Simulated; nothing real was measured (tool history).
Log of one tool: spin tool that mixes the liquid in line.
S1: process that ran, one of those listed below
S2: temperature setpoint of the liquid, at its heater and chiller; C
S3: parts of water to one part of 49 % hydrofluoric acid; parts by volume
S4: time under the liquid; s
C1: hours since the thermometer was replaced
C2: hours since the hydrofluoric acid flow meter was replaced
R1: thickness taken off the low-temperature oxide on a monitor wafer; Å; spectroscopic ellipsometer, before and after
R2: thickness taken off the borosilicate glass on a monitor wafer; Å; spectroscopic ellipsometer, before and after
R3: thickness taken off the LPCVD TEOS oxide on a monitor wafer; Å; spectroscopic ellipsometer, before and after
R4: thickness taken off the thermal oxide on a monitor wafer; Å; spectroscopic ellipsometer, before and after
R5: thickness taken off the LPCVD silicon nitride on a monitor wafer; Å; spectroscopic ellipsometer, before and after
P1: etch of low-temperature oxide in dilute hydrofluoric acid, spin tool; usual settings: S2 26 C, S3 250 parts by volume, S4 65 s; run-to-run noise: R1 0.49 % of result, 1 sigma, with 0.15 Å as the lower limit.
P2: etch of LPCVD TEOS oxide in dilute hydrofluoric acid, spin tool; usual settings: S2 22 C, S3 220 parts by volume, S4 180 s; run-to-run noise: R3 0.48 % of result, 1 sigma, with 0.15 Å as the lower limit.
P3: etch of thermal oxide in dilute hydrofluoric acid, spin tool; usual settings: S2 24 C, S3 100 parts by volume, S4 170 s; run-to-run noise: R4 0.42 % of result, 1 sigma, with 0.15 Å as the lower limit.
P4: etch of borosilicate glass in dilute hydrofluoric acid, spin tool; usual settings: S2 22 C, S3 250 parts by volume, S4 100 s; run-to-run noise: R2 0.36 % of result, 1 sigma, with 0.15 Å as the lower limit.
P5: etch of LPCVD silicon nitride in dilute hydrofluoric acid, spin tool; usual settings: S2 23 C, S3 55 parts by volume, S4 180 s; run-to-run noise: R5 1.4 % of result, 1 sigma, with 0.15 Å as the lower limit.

run 1 hour=5.6 | S1=P1 S2=26 S3=250 S4=65 | C1=510.5 C2=347.5 | R1=41.192
run 2 hour=10.7 | S1=P4 S2=30 S3=250 S4=100 | C1=515.6 C2=352.6 | R2=160.97
run 3 hour=18 | S1=P2 S2=27 S3=220 S4=180 | C1=522.9 C2=359.9 | R3=166.93
run 4 hour=27.4 | S1=P2 S2=22 S3=220 S4=325 | C1=532.3 C2=369.3 | R3=250.74
run 5 hour=38.2 | S1=P2 S2=22 S3=120 S4=180 | C1=543.1 C2=380.1 | R3=283.21
run 6 hour=47.7 | S1=P3 S2=24 S3=140 S4=170 | C1=552.6 C2=389.6 | R4=57.425
run 7 hour=56.8 | S1=P1 S2=26 S3=250 S4=100 | C1=561.7 C2=398.7 | R1=64.359
run 8 hour=66.4 | S1=P1 S2=26 S3=250 S4=65 | C1=571.3 C2=408.3 | R1=41.882
run 9 hour=72.8 | S1=P5 S2=27.5 S3=55 S4=180 | C1=577.7 C2=414.7 | R5=20.915
run 10 hour=78.7 | S1=P1 S2=31 S3=250 S4=65 | C1=583.6 C2=420.6 | R1=49.81
run 11 hour=87.9 | S1=P4 S2=22 S3=340 S4=100 | C1=592.8 C2=429.8 | R2=82.953
run 12 hour=97.9 | S1=P2 S2=22 S3=220 S4=180 | C1=602.8 C2=439.8 | R3=138.16
run 13 hour=107.3 | S1=P4 S2=22 S3=250 S4=190 | C1=612.2 C2=449.2 | R2=231.24
run 14 hour=118.2 | S1=P4 S2=22 S3=250 S4=100 | C1=623.1 C2=460.1 | R2=121.33
run 15 hour=127 | S1=P5 S2=23 S3=55 S4=35 | C1=631.9 C2=468.9 | R5=3.0266
run 16 hour=134.9 | S1=P1 S2=26 S3=250 S4=15 | C1=639.8 C2=476.8 | R1=9.645
run 17 hour=142.5 | S1=P3 S2=24 S3=100 S4=170 | C1=647.4 C2=484.4 | R4=83.866
run 18 hour=151.9 | S1=P1 S2=26 S3=115 S4=65 | C1=656.8 C2=493.8 | R1=106.15
run 19 hour=159.7 | S1=P3 S2=20.5 S3=100 S4=170 | C1=664.6 C2=501.6 | R4=73.632
run 20 hour=168.5 | S1=P5 S2=23 S3=55 S4=180 | C1=673.4 C2=510.4 | R5=15.078
run 21 hour=174.8 | S1=P1 S2=26 S3=355 S4=120 | C1=679.7 C2=516.7 | R1=49.07
run 22 hour=179.7 | S1=P1 S2=26 S3=250 S4=65 | C1=684.6 C2=521.6 | R1=41.676
run 23 hour=187.5 | S1=P1 S2=18 S3=250 S4=65 | C1=692.4 C2=529.4 | R1=31.177
run 24 hour=197.6 | S1=P1 S2=26 S3=250 S4=65 | C1=702.5 C2=539.5 | R1=41.568
run 25 hour=207.9 | S1=P5 S2=23 S3=20 S4=180 | C1=712.8 C2=549.8 | R5=40.626
run 26 hour=217 | S1=P5 S2=23 S3=55 S4=180 | C1=721.9 C2=558.9 | R5=15.325
run 27 hour=222.9 | S1=P1 S2=26 S3=250 S4=65 | C1=727.8 C2=564.8 | R1=41.816
run 28 hour=234.2 | S1=P3 S2=24 S3=100 S4=15 | C1=739.1 C2=576.1 | R4=7.1853
run 29 hour=242.4 | S1=P1 S2=26 S3=460 S4=65 | C1=747.3 C2=584.3 | R1=18.591
run 30 hour=250.9 | S1=P1 S2=26 S3=250 S4=65 | C1=755.8 C2=592.8 | R1=41.581
run 31 hour=256.8 | S1=P1 S2=26 S3=250 S4=65 | C1=761.7 C2=598.7 | R1=40.411
run 32 hour=262.6 | S1=P1 S2=26 S3=250 S4=65 | C1=767.5 C2=604.5 | R1=39.171
run 33 hour=272.1 | S1=P1 S2=26 S3=250 S4=65 | C1=777 C2=614 | R1=38.799
run 34 hour=277.4 | S1=P1 S2=26 S3=250 S4=65 | C1=782.3 C2=619.3 | R1=38.433
run 35 hour=285 | S1=P1 S2=26 S3=250 S4=65 | C1=789.9 C2=626.9 | R1=38.408
run 36 hour=295.3 | S1=P1 S2=26 S3=250 S4=65 | C1=800.2 C2=637.2 | R1=38.575

The log shows P1 creeping away from where it was. Any of the 2 causes listed here, at the size stated for it, fits the log just as well as the others:
A: hydrofluoric acid flow below the setpoint (%) = 6.46
B: liquid colder than its thermometer reads (K) = 2.4
The gradual shift began around hour 250.9.

Which of the check runs below tells the causes apart, meaning the causes would give it clearly different results? Each run uses 3 wafers whose results are averaged, and each result is shown as a question mark.
run check 1 hour=305.6 | S1=P4 S2=25.5 S3=250 S4=175 | R2=?
run check 2 hour=305.6 | S1=P2 S2=25.5 S3=220 S4=325 | R3=?
run check 3 hour=305.6 | S1=P3 S2=24 S3=130 S4=35 | R4=?
run check 4 hour=305.6 | S1=P5 S2=26.5 S3=55 S4=90 | R5=?

Expected result of each check under each candidate cause:
check=check_1 result=R2 if_A=222.34 if_B=222.17
check=check_2 result=R3 if_A=262.17 if_B=261.09
check=check_3 result=R4 if_A=11.903 if_B=11.704
check=check_4 result=R5 if_A=8.9999 if_B=8.1921
Separation of the two closest causes in each check, using whichever result separates them best: check 1 0.08 %; check 2 0.41 %; check 3 1.69 %; check 4 9.4 %
Only check 4 tells the causes apart: in the others they would give nearly the same result.

Check 4 has now been run. It gave: R5 9.0865 Å. Which of the candidate causes is it?

The cause is A: hydrofluoric acid flow below the setpoint (%).
